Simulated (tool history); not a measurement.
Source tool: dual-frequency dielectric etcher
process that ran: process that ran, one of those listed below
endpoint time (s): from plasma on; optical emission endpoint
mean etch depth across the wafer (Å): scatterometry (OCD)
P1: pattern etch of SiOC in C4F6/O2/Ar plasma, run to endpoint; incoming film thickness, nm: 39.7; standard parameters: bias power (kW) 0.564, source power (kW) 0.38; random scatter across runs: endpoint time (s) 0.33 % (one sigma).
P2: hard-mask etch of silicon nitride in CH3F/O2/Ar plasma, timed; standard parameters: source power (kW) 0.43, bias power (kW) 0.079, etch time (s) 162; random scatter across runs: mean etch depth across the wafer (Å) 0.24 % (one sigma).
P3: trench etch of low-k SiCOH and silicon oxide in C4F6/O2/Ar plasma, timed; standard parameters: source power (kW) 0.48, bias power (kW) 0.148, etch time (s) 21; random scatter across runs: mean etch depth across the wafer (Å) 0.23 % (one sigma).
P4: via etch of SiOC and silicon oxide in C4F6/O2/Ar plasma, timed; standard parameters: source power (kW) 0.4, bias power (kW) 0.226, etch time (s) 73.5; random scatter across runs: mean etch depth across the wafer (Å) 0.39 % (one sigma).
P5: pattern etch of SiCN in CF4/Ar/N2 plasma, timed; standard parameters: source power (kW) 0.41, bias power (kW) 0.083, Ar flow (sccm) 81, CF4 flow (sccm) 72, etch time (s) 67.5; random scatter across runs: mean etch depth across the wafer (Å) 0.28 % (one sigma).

run,hour,process that ran,bias power (kW),source power (kW),etch time (s),Ar flow (sccm),CF4 flow (sccm),hours since the last wet clean,hours since the last bias power generator calibration,hours since the last source power generator calibration,endpoint time (s),mean etch depth across the wafer (Å)
1,11.2,P1,0.564,0.38,,,,71.4,1410.3,1831.9,12.83,
2,21.9,P1,0.737,0.52,,,,82.1,1421,1842.6,10.327,
3,35.8,P4,0.226,0.4,46,,,96,1434.9,1856.5,,566.63
4,50.9,P1,0.434,0.38,,,,111.1,1450,1871.6,14.274,
5,62.4,P1,0.564,0.27,,,,122.6,1461.5,1883.1,14.618,
6,71.7,P1,0.766,0.54,,,,131.9,1470.8,1892.4,10.058,
7,87.9,P3,0.148,0.48,21,,,148.1,1487,1908.6,,632.87
8,100.4,P2,0.051,0.43,162,,,160.6,1499.5,1921.1,,1044.5
9,115.3,P4,0.135,0.4,73.5,,,175.5,1514.4,1936,,768.99
10,124.8,P2,0.079,0.25,162,,,185,1523.9,1945.5,,981.58
11,132,P1,0.564,0.38,,,,192.2,1531.1,1952.7,12.826,
12,147.3,P3,0.148,0.48,11.5,,,207.5,1546.4,1968,,346.74
13,160.7,P5,0.065,0.41,67.5,81,72,220.9,1559.8,1981.4,,539.46
14,171.3,P1,0.564,0.38,,,,231.5,1570.4,1992,12.821,
15,180.4,P3,0.148,0.68,21,,,240.6,1579.5,2001.1,,726.95
16,192.9,P4,0.226,0.4,73.5,,,253.1,1592,2013.6,,905.5
17,201.3,P1,0.564,0.38,,,,261.5,1600.4,2022,12.866,
18,208.9,P4,0.226,0.4,73.5,,,269.1,1608,2029.6,,903.99
19,217.7,P4,0.226,0.3,73.5,,,277.9,1616.8,2038.4,,811.23
20,226.3,P5,0.083,0.52,67.5,81,72,286.5,1625.4,2047,,725.4
21,236.5,P1,0.675,0.38,,,,296.7,1635.6,2057.2,12.045,

The next listed run, before its measurement:
22,251.7,P1,0.564,0.49,,,,311.9,1650.8,2072.4,?,

Logged for run 22: endpoint time (s) 11.724.
